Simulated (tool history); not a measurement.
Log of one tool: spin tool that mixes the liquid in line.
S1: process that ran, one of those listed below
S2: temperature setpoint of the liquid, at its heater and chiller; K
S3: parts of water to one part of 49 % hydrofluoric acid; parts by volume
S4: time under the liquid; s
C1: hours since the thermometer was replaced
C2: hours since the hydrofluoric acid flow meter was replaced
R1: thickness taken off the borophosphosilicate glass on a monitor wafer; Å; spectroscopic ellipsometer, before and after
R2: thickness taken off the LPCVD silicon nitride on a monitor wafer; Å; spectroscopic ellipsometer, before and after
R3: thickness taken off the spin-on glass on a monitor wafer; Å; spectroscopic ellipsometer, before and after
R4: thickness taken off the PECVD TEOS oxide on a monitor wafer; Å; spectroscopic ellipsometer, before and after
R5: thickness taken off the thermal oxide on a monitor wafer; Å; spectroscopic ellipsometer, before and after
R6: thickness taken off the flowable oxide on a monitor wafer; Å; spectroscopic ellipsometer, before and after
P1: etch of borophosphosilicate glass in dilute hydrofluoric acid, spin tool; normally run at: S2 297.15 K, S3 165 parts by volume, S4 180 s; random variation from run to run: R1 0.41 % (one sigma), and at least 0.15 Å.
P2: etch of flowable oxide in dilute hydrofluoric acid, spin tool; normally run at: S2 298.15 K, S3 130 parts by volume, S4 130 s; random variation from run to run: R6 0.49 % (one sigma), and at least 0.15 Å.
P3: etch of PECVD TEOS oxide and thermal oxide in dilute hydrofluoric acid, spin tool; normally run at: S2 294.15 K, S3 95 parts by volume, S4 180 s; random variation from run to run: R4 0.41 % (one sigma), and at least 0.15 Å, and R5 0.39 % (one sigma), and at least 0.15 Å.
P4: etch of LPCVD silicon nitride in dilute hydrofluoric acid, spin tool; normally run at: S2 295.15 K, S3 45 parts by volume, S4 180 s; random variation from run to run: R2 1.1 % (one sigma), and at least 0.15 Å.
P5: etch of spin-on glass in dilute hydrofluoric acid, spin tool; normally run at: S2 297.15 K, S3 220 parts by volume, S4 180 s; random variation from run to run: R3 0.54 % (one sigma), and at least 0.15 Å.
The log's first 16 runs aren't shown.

{"run": 17, "hour": 66.3, "S1": "P2", "S2": 298.15, "S3": 35, "S4": 130, "C1": 969.4, "C2": 415.9, "R6": 1674.9}
{"run": 18, "hour": 70.0, "S1": "P4", "S2": 295.15, "S3": 25, "S4": 180, "C1": 973.1, "C2": 419.6, "R2": 34.498}
{"run": 19, "hour": 74.2, "S1": "P1", "S2": 297.15, "S3": 165, "S4": 180, "C1": 977.3, "C2": 423.8, "R1": 269.5}
{"run": 20, "hour": 77.7, "S1": "P1", "S2": 291.15, "S3": 165, "S4": 180, "C1": 980.8, "C2": 427.3, "R1": 214.75}
{"run": 21, "hour": 81.4, "S1": "P4", "S2": 295.15, "S3": 45, "S4": 180, "C1": 984.5, "C2": 431.0, "R2": 19.852}
{"run": 22, "hour": 86.1, "S1": "P3", "S2": 294.15, "S3": 95, "S4": 345, "C1": 989.2, "C2": 435.7, "R4": 310.53, "R5": 144.12}
{"run": 23, "hour": 90.2, "S1": "P1", "S2": 297.15, "S3": 165, "S4": 180, "C1": 993.3, "C2": 439.8, "R1": 272.88}
{"run": 24, "hour": 93.8, "S1": "P1", "S2": 302.15, "S3": 165, "S4": 180, "C1": 996.9, "C2": 443.4, "R1": 325.16}
{"run": 25, "hour": 96.1, "S1": "P5", "S2": 297.15, "S3": 220, "S4": 180, "C1": 999.2, "C2": 445.7, "R3": 245.35}
{"run": 26, "hour": 98.7, "S1": "P2", "S2": 298.15, "S3": 130, "S4": 255, "C1": 1001.8, "C2": 448.3, "R6": 773.95}
{"run": 27, "hour": 102.2, "S1": "P1", "S2": 301.15, "S3": 250, "S4": 180, "C1": 1005.3, "C2": 451.8, "R1": 187.66}
{"run": 28, "hour": 106.5, "S1": "P1", "S2": 297.15, "S3": 285, "S4": 355, "C1": 1009.6, "C2": 456.1, "R1": 272.03}
{"run": 29, "hour": 110.0, "S1": "P4", "S2": 299.65, "S3": 45, "S4": 180, "C1": 1013.1, "C2": 459.6, "R2": 26.498}
{"run": 30, "hour": 114.0, "S1": "P5", "S2": 297.15, "S3": 220, "S4": 270, "C1": 1017.1, "C2": 463.6, "R3": 365.88}
{"run": 31, "hour": 118.8, "S1": "P5", "S2": 297.15, "S3": 60, "S4": 180, "C1": 1021.9, "C2": 468.4, "R3": 1068.0}
{"run": 32, "hour": 121.4, "S1": "P2", "S2": 305.65, "S3": 130, "S4": 130, "C1": 1024.5, "C2": 471.0, "R6": 522.03}
{"run": 33, "hour": 124.5, "S1": "P1", "S2": 297.15, "S3": 165, "S4": 180, "C1": 1027.6, "C2": 474.1, "R1": 272.7}

The next listed run, before its measurement:
{"run": 34, "hour": 127.5, "S1": "P1", "S2": 297.15, "S3": 165, "S4": 180, "C1": 1030.6, "C2": 477.1, "R1": "?"}

R1: 279.980 Å
